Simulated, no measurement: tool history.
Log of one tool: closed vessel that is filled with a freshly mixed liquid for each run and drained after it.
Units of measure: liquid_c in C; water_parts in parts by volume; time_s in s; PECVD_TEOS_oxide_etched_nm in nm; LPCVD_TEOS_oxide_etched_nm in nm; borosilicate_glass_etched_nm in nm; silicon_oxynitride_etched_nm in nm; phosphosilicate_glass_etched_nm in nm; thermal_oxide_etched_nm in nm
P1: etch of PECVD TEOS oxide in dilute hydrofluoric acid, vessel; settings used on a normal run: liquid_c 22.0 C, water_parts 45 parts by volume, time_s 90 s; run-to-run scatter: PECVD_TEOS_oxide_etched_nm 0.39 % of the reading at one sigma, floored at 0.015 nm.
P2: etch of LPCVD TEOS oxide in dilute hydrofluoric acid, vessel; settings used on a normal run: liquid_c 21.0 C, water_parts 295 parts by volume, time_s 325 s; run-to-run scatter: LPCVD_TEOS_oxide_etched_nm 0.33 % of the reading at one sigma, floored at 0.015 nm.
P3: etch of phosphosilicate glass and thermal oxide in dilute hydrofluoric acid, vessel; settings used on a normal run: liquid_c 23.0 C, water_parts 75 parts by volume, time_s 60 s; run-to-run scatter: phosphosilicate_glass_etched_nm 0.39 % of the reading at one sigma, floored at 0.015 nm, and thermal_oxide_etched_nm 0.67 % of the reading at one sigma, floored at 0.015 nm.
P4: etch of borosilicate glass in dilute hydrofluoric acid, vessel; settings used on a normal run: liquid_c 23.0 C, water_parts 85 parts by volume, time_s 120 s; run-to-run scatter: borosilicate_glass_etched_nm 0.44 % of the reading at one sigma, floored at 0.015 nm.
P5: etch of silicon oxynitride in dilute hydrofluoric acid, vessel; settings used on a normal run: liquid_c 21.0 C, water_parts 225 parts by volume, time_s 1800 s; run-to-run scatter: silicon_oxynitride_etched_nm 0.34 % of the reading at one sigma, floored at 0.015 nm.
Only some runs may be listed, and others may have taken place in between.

run,day,process,liquid_c,water_parts,time_s,hours since the thermometer was replaced,hours since the hydrofluoric acid flow meter was replaced,PECVD_TEOS_oxide_etched_nm,LPCVD_TEOS_oxide_etched_nm,borosilicate_glass_etched_nm,silicon_oxynitride_etched_nm,phosphosilicate_glass_etched_nm,thermal_oxide_etched_nm
1,0.092,P1,22.0,45,90,1828.0,371.9,25.0540,,,,,
2,0.258,P2,21.0,295,325,1832.0,375.9,,41.122,,,,
3,0.379,P1,22.0,45,30,1834.9,378.8,8.4114,,,,,
4,0.500,P4,23.0,85,30,1837.8,381.7,,,11.236,,,
5,0.675,P5,21.0,225,1800,1842.0,385.9,,,,12.5340,,
6,0.862,P3,23.0,20,60,1846.5,390.4,,,,,276.840,14.1150
7,1.008,P1,22.0,45,90,1850.0,393.9,25.0030,,,,,
8,1.108,P5,21.0,320,1800,1852.4,396.3,,,,8.3219,,
9,1.212,P5,17.0,225,1800,1854.9,398.8,,,,10.3760,,
10,1.396,P5,21.0,225,3195,1859.3,403.2,,,,22.3140,,
11,1.492,P1,26.5,75,90,1861.6,405.5,17.4370,,,,,
12,1.671,P1,17.5,45,90,1865.9,409.8,20.6860,,,,,
13,1.858,P3,28.5,75,60,1870.4,414.3,,,,,85.050,4.3734
14,2.004,P4,23.0,85,120,1873.9,417.8,,,44.597,,,
15,2.200,P1,22.0,45,90,1878.6,422.5,25.1250,,,,,
16,2.388,P2,27.5,295,325,1883.1,427.0,,51.518,,,,
17,2.542,P1,26.5,45,145,1886.8,430.7,48.8720,,,,,
18,2.654,P1,22.0,65,90,1889.5,433.4,16.9450,,,,,
19,2.808,P1,25.5,45,90,1893.2,437.1,29.0630,,,,,
20,2.921,P3,23.0,75,60,1895.9,439.8,,,,,68.414,3.4884
21,3.042,P5,21.0,225,1800,1898.8,442.7,,,,12.5440,,
22,3.217,P1,22.0,45,90,1903.0,446.9,24.9010,,,,,
23,3.312,P2,21.0,295,595,1905.3,449.2,,75.117,,,,
24,3.400,P1,22.0,45,90,1907.4,451.3,25.2220,,,,,
25,3.558,P2,21.0,465,325,1911.2,455.1,,22.454,,,,
26,3.708,P4,23.0,85,120,1914.8,458.7,,,44.827,,,
27,3.846,P1,17.0,45,125,1918.1,462.0,28.0960,,,,,
28,4.012,P3,23.0,75,95,1922.1,466.0,,,,,108.690,5.5822
29,4.117,P1,22.0,45,135,1924.6,468.5,37.5460,,,,,
30,4.279,P1,22.0,45,90,1928.5,472.4,25.1310,,,,,
31,4.388,P4,23.0,20,120,1931.1,475.0,,,208.560,,,
32,4.504,P1,22.0,30,90,1933.9,477.8,38.4680,,,,,
33,4.638,P4,17.0,85,120,1937.1,481.0,,,35.054,,,
34,4.733,P1,22.0,45,90,1939.4,483.3,25.2300,,,,,
35,4.817,P1,22.0,45,90,1941.4,485.3,25.1100,,,,,
36,4.917,P1,22.0,45,90,1943.8,487.7,24.6710,,,,,
37,5.033,P1,22.0,45,90,1946.6,490.5,24.2520,,,,,
38,5.233,P1,22.0,45,90,1951.4,495.3,23.8750,,,,,
39,5.346,P1,22.0,45,90,1954.1,498.0,23.9140,,,,,
40,5.538,P1,22.0,45,90,1958.7,502.6,23.7430,,,,,
41,5.717,P1,22.0,45,90,1963.0,506.9,23.7650,,,,,
42,5.829,P1,22.0,45,90,1965.7,509.6,23.6110,,,,,
43,5.925,P1,22.0,45,90,1968.0,511.9,23.5310,,,,,
44,6.083,P1,22.0,45,90,1971.8,515.7,23.5630,,,,,
45,6.271,P1,22.0,45,90,1976.3,520.2,23.4620,,,,,
46,6.417,P1,22.0,45,90,1979.8,523.7,23.4110,,,,,

Something has made what P1 gives creep away from where it was; the 2 causes below, each at its own stated size, fit the log equally well:
A: liquid colder than its thermometer reads (K) = 1.66
B: hydrofluoric acid flow below the setpoint (%) = 6.38
Onset of the creep was near day 4.817.

Of the 4 check runs listed below, each run on one wafer and each result written as a question mark, which would let you distinguish the listed causes because they would give clearly different results?
check 1,6.562,P5,21.0,290,3170,,,,,,?,,
check 2,6.562,P3,28.0,35,60,,,,,,,?,?
check 3,6.562,P2,21.0,450,325,,,,?,,,,
check 4,6.562,P4,23.0,20,40,,,,,?,,,

Outcome of each check run for each possible cause:
check,result,if A,if B
check 1,silicon_oxynitride_etched_nm,15.2580,15.1910
check 2,phosphosilicate_glass_etched_nm,177.320,176.950
check 2,thermal_oxide_etched_nm,9.0823,9.0634
check 3,LPCVD_TEOS_oxide_etched_nm,22.284,21.527
check 4,borosilicate_glass_etched_nm,64.318,64.539
Per check, the gap between the least separated pair of causes, taken in the result that splits them most: check 1 0.44 %; check 2 0.21 %; check 3 3.45 %; check 4 0.34 %
Check 3 distinguishes between the causes, while the remaining checks would return nearly the same result for all of them.

Running check 3 produced the following: LPCVD_TEOS_oxide_etched_nm 22.226 nm. Which one of the listed causes fits?

It is A: liquid colder than its thermometer reads (K).

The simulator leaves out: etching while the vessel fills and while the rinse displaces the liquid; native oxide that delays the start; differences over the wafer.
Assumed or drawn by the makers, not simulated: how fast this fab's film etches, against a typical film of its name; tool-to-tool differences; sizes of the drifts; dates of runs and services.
